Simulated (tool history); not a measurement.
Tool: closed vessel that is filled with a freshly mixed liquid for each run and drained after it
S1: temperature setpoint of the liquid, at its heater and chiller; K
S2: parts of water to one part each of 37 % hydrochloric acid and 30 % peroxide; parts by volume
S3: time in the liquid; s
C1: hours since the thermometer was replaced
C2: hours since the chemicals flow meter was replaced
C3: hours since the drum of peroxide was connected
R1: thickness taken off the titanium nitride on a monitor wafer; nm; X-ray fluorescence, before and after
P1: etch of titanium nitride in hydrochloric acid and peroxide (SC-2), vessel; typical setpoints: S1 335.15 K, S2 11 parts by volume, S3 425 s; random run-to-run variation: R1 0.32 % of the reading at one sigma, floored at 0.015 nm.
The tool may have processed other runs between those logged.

Run 1, hour 5: S1 335.15 K, S2 11 parts by volume, S3 425 s; C1 359.5; C2 1060.3; C3 201.2. Result: R1 31.923 nm.
Run 2, hour 11.1: S1 335.15 K, S2 19.5 parts by volume, S3 425 s; C1 365.6; C2 1066.4; C3 207.3. Result: R1 19.37 nm.
Run 3, hour 18.8: S1 335.15 K, S2 11 parts by volume, S3 60 s; C1 373.3; C2 1074.1; C3 215. Result: R1 4.4883 nm.
Run 4, hour 26.2: S1 345.15 K, S2 11 parts by volume, S3 85 s; C1 380.7; C2 1081.5; C3 222.4. Result: R1 11.622 nm.
Run 5, hour 31.3: S1 335.15 K, S2 11 parts by volume, S3 425 s; C1 385.8; C2 1086.6; C3 227.5. Result: R1 31.763 nm.
Run 6, hour 37.4: S1 335.15 K, S2 11 parts by volume, S3 800 s; C1 391.9; C2 1092.7; C3 233.6. Result: R1 59.768 nm.
Run 7, hour 44.6: S1 335.15 K, S2 4 parts by volume, S3 425 s; C1 399.1; C2 1099.9; C3 240.8. Result: R1 69.007 nm.
Run 8, hour 49.6: S1 335.15 K, S2 11 parts by volume, S3 425 s; C1 404.1; C2 1104.9; C3 245.8. Result: R1 31.779 nm.
Run 9, hour 54.6: S1 335.15 K, S2 11 parts by volume, S3 425 s; C1 409.1; C2 1109.9; C3 250.8. Result: R1 31.77 nm.
Run 10, hour 58.7: S1 345.15 K, S2 11 parts by volume, S3 425 s; C1 413.2; C2 1114; C3 254.9. Result: R1 58.097 nm.
Run 11, hour 62.9: S1 322.65 K, S2 11 parts by volume, S3 425 s; C1 417.4; C2 1118.2; C3 259.1. Result: R1 14.301 nm.
Run 12, hour 70.2: S1 335.15 K, S2 11 parts by volume, S3 425 s; C1 424.7; C2 1125.5; C3 266.4. Result: R1 31.797 nm.
Run 13, hour 75.6: S1 335.15 K, S2 11 parts by volume, S3 425 s; C1 430.1; C2 1130.9; C3 271.8. Result: R1 32.992 nm.
Run 14, hour 80.5: S1 335.15 K, S2 11 parts by volume, S3 425 s; C1 435; C2 1135.8; C3 276.7. Result: R1 33.616 nm.
Run 15, hour 85.7: S1 335.15 K, S2 11 parts by volume, S3 425 s; C1 440.2; C2 1141; C3 281.9. Result: R1 34.214 nm.
Run 16, hour 92.6: S1 335.15 K, S2 11 parts by volume, S3 425 s; C1 447.1; C2 1147.9; C3 288.8. Result: R1 34.267 nm.
Run 17, hour 98: S1 335.15 K, S2 11 parts by volume, S3 425 s; C1 452.5; C2 1153.3; C3 294.2. Result: R1 34.441 nm.
Run 18, hour 105.9: S1 335.15 K, S2 11 parts by volume, S3 425 s; C1 460.4; C2 1161.2; C3 302.1. Result: R1 34.637 nm.
Run 19, hour 112: S1 335.15 K, S2 11 parts by volume, S3 425 s; C1 466.5; C2 1167.3; C3 308.2. Result: R1 34.709 nm.

Compared with where it was, what P1 gives has crept away. Each cause listed below fits the log as well as the rest, at the size given for it:
A: liquid hotter than its thermometer reads (K) = 1.36
B: chemicals flow above the setpoint (%) = 10.5
At approximately hour 70.2, the process output began to creep.
Why every other cause is out:
peroxide weaker than its label (%): cannot exceed 8; that much would move R1 by -7.4 %, which falls short of the creep or goes against it

The check runs listed below each take one wafer, and their results are still question marks. Under which run would the listed causes lead to clearly different results?
Run check 1, hour 118.1: S1 324.15 K, S2 11 parts by volume, S3 150 s. Result: R1 ?.
Run check 2, hour 118.1: S1 335.15 K, S2 18 parts by volume, S3 245 s. Result: R1 ?.
Run check 3, hour 118.1: S1 342.15 K, S2 11 parts by volume, S3 790 s. Result: R1 ?.
Run check 4, hour 118.1: S1 324.15 K, S2 4 parts by volume, S3 425 s. Result: R1 ?.

What each check would give under each cause:
  check  result    if A    if B
check 1      R1  6.0764  6.0404
check 2      R1  12.981  13.051
check 3      R1  98.166  98.484
check 4      R1  37.302  36.406
Minimum pairwise separation of causes per check, each pair taken at its best-separating result: check 1 0.59 %; check 2 0.54 %; check 3 0.32 %; check 4 2.43 %
Only check 4 tells the causes apart: in the others they would give nearly the same result.

Check 4 has now been run. It gave: R1 36.604 nm. Which of the candidate causes is it?

It was cause B: chemicals flow above the setpoint (%).
